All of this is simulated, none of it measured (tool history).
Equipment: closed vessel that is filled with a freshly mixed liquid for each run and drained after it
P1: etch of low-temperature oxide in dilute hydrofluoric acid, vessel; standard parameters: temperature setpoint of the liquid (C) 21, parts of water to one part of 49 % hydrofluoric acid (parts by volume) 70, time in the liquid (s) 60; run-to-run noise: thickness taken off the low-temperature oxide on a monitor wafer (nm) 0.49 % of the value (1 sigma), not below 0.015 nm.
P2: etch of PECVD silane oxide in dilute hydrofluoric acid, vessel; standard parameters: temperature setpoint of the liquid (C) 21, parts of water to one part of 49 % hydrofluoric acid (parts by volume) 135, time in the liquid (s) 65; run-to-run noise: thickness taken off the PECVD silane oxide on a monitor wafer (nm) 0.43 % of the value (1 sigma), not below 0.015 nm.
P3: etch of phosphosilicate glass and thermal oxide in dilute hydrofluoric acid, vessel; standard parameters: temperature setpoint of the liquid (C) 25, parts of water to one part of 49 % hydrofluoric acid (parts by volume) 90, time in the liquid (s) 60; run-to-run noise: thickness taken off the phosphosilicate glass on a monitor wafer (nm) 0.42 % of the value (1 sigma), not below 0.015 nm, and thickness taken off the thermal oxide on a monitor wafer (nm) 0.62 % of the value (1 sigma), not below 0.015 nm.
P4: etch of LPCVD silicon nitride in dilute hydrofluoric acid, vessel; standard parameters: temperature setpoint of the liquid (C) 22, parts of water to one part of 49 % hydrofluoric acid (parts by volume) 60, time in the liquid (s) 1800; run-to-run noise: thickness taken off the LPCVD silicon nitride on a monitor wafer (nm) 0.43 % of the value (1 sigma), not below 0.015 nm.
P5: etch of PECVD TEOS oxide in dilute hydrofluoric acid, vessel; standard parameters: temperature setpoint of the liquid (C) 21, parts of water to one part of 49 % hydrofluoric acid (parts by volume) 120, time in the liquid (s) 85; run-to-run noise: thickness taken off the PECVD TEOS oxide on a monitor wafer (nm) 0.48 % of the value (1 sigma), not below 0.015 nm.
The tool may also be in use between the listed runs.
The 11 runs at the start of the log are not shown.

run	day	process that ran	temperature setpoint of the liquid (C)	parts of water to one part of 49 % hydrofluoric acid (parts by volume)	time in the liquid (s)	hours since the thermometer was replaced	hours since the hydrofluoric acid flow meter was replaced	thickness taken off the low-temperature oxide on a monitor wafer (nm)	thickness taken off the PECVD TEOS oxide on a monitor wafer (nm)	thickness taken off the phosphosilicate glass on a monitor wafer (nm)	thickness taken off the thermal oxide on a monitor wafer (nm)	thickness taken off the PECVD silane oxide on a monitor wafer (nm)	thickness taken off the LPCVD silicon nitride on a monitor wafer (nm)
12	3.675	P1	21	70	95	1992.5	11.4	15.903					
13	3.912	P2	21	230	65	1998.2	17.1					5.4464	
14	4.267	P2	21	135	105	2006.7	25.6					16.568	
15	4.529	P1	21	70	60	2013	31.9	10.052					
16	4.758	P5	21	60	85	2018.5	37.4		13.79				
17	4.996	P4	17	60	1800	2024.2	43.1						9.2508
18	5.225	P4	22	20	1800	2029.7	48.6						37.89
19	5.592	P4	22	60	1800	2038.5	57.4						12.966
20	5.942	P2	21	135	65	2046.9	65.8					10.235	
21	6.192	P3	25	90	30	2052.9	71.8			57.416	1.7256		
22	6.421	P3	17.5	90	60	2058.4	77.3			84.751	2.6121		
23	6.646	P1	21	70	60	2063.8	82.7	10.037					
24	6.983	P3	25	90	60	2071.9	90.8			114.77	3.4038		
25	7.358	P1	21	120	60	2080.9	99.8	5.569					
26	7.612	P1	28	70	60	2087	105.9	13.177					
27	7.825	P2	27	135	65	2092.1	111					12.848	
28	8.1	P1	21	70	30	2098.7	117.6	4.9919					
29	8.492	P1	21	35	90	2108.1	127	31.422					
30	8.825	P5	17	120	85	2116.1	135		5.3856				
31	9.058	P4	22	60	3535	2121.7	140.6						25.735
32	9.254	P1	21	70	60	2126.4	145.3	10.001					
33	9.625	P1	21	70	60	2135.3	154.2	9.9782					
34	9.971	P1	21	70	60	2143.6	162.5	10.518					

Run 35 is up next; what results do you expect?
35	10.221	P1	21	70	60	2149.6	168.5	?					

For run 35 the tool returned thickness taken off the low-temperature oxide on a monitor wafer (nm) 10.49.
